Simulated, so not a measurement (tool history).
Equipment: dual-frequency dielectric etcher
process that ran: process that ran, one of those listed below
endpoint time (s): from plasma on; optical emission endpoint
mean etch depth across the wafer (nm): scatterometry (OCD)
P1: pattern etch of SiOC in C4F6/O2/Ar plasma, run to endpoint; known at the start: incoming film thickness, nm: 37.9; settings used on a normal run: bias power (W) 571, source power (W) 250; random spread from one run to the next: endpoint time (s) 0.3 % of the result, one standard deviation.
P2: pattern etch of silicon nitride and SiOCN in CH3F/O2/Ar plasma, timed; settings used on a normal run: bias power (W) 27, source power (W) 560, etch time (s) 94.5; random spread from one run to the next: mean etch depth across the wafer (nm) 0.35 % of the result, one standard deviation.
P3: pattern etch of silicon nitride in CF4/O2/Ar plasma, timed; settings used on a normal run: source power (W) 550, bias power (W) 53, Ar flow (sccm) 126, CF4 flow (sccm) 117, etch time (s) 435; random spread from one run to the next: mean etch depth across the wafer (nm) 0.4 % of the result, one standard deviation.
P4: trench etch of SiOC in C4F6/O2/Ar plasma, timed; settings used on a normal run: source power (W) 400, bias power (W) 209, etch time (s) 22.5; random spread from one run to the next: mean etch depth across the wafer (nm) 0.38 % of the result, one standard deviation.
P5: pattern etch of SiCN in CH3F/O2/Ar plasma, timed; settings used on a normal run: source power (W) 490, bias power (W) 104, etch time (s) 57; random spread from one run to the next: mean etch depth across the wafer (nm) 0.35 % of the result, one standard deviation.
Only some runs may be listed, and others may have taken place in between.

run	day	process that ran	bias power (W)	source power (W)	etch time (s)	Ar flow (sccm)	CF4 flow (sccm)	hours since the last wet clean	hours since the last bias power generator calibration	hours since the last source power generator calibration	endpoint time (s)	mean etch depth across the wafer (nm)
1	0.775	P1	571	250				155.6	1923.5	1622.7	14.331	
2	1.267	P1	571	250				167.4	1935.3	1634.5	14.354	
3	1.962	P2	27	560	64.5			184.1	1952	1651.2		10.421
4	2.479	P2	27	710	94.5			196.5	1964.4	1663.6		16.591
5	2.896	P1	479	310				206.5	1974.4	1673.6	14.269	
6	3.692	P3	53	550	435	126	140	225.6	1993.5	1692.7		928.34
# day 4.071: wet clean of the chamber
7	4.288	P3	53	410	435	126	117	5.2	2007.8	1707		702.67
8	4.854	P2	34	560	94.5			18.8	2021.4	1720.6		17.057
9	5.342	P5	104	370	57			30.5	2033.1	1732.3		23.736
10	5.725	P1	571	250				39.7	2042.3	1741.5	14.373	
11	6.396	P1	441	250				55.8	2058.4	1757.6	15.862	
12	7.067	P1	571	250				71.9	2074.5	1773.7	14.454	
13	7.858	P3	53	550	435	126	117	90.9	2093.5	1792.7		915.76
14	8.383	P1	764	250				103.5	2106.1	1805.3	12.8	
15	8.921	P3	53	550	566.5	126	117	116.4	2119	1818.2		1193.3
16	9.646	P5	147	490	57			133.8	2136.4	1835.6		30.262
17	10.108	P4	209	400	22.5			144.9	2147.5	1846.7		48.271
18	10.854	P1	571	250				162.8	2165.4	1864.6	14.407	
19	11.396	P5	104	490	57			175.8	2178.4	1877.6		26.422
20	11.783	P5	104	490	77.5			185.1	2187.7	1886.9		36.105
21	12.571	P1	470	340				204	2206.6	1905.8	13.833	
22	13.225	P1	571	170				219.7	2222.3	1921.5	16.557	
23	13.7	P1	376	310				231.1	2233.7	1932.9	15.484	
24	14.5	P5	104	490	57			250.3	2252.9	1952.1		26.51
25	15.038	P4	209	490	22.5			263.2	2265.8	1965		51.999
26	15.562	P3	53	550	435	90	117	275.8	2278.4	1977.6		950.05
27	16.254	P4	280	400	22.5			292.4	2295	1994.2		52.959
28	17.012	P1	571	310				310.6	2313.2	2012.4	13.325	
29	17.646	P3	33	550	435	126	117	325.8	2328.4	2027.6		775.16
30	18.167	P4	209	400	14.5			338.3	2340.9	2040.1		31.087
31	18.825	P2	27	560	94.5			354.1	2356.7	2055.9		15.276
32	19.454	P1	571	250				369.2	2371.8	2071	14.371	
33	19.967	P4	209	400	22.5			381.5	2384.1	2083.3		48.254
34	20.6	P1	571	250				396.7	2399.3	2098.5	14.36	
35	21.404	P1	571	250				416	2418.6	2117.8	14.275	
36	21.858	P1	571	250				426.9	2429.5	2128.7	14.17	
37	22.404	P1	571	250				440	2442.6	2141.8	14.192	
38	23.204	P1	571	250				459.2	2461.8	2161	14.138	
# day 23.342: wet clean of the chamber
39	23.85	P1	571	250				12.2	2477.3	2176.5	14.123	
40	24.317	P1	571	250				23.4	2488.5	2187.7	14.123	
41	24.779	P1	571	250				34.5	2499.6	2198.8	14.095	

What P1 gives has crept off from where it sat before. The 2 causes that follow fit the log equally well, each at the size noted:
A: source power that arrives over what is set, % = 4.8
B: bias power that arrives over what is set, % = 4.49
The gradual shift began around day 20.6.
Excluded causes, each with its reason:
chamber walls in a state that raises the etch rate, %: work on it at day 23.342, done after the drift set in, did not restore what the process gave before

4 check runs are offered, each on 2 wafers whose results are averaged, their results left as question marks. Which one tells the causes apart?
check 1	25.242	P4	209	400	22.5							?
check 2	25.242	P3	53	550	435	126	117					?
check 3	25.242	P5	104	490	57							?
check 4	25.242	P2	27	560	94.5							?

Expected result of each check under each candidate cause:
check	result	if A	if B
check 1	mean etch depth across the wafer (nm)	49.047	48.866
check 2	mean etch depth across the wafer (nm)	948.89	926.35
check 3	mean etch depth across the wafer (nm)	26.942	26.921
check 4	mean etch depth across the wafer (nm)	15.508	15.567
Separation of the two closest causes in each check, using whichever result separates them best: check 1 0.37 %; check 2 2.4 %; check 3 0.08 %; check 4 0.38 %
Check 2 is the one run that separates the causes; every other check would come out nearly the same whichever cause is at work.

After running check 2, the following was obtained: mean etch depth across the wafer (nm) 945.78. Which cause does this point to?

It is A: source power that arrives over what is set, %.

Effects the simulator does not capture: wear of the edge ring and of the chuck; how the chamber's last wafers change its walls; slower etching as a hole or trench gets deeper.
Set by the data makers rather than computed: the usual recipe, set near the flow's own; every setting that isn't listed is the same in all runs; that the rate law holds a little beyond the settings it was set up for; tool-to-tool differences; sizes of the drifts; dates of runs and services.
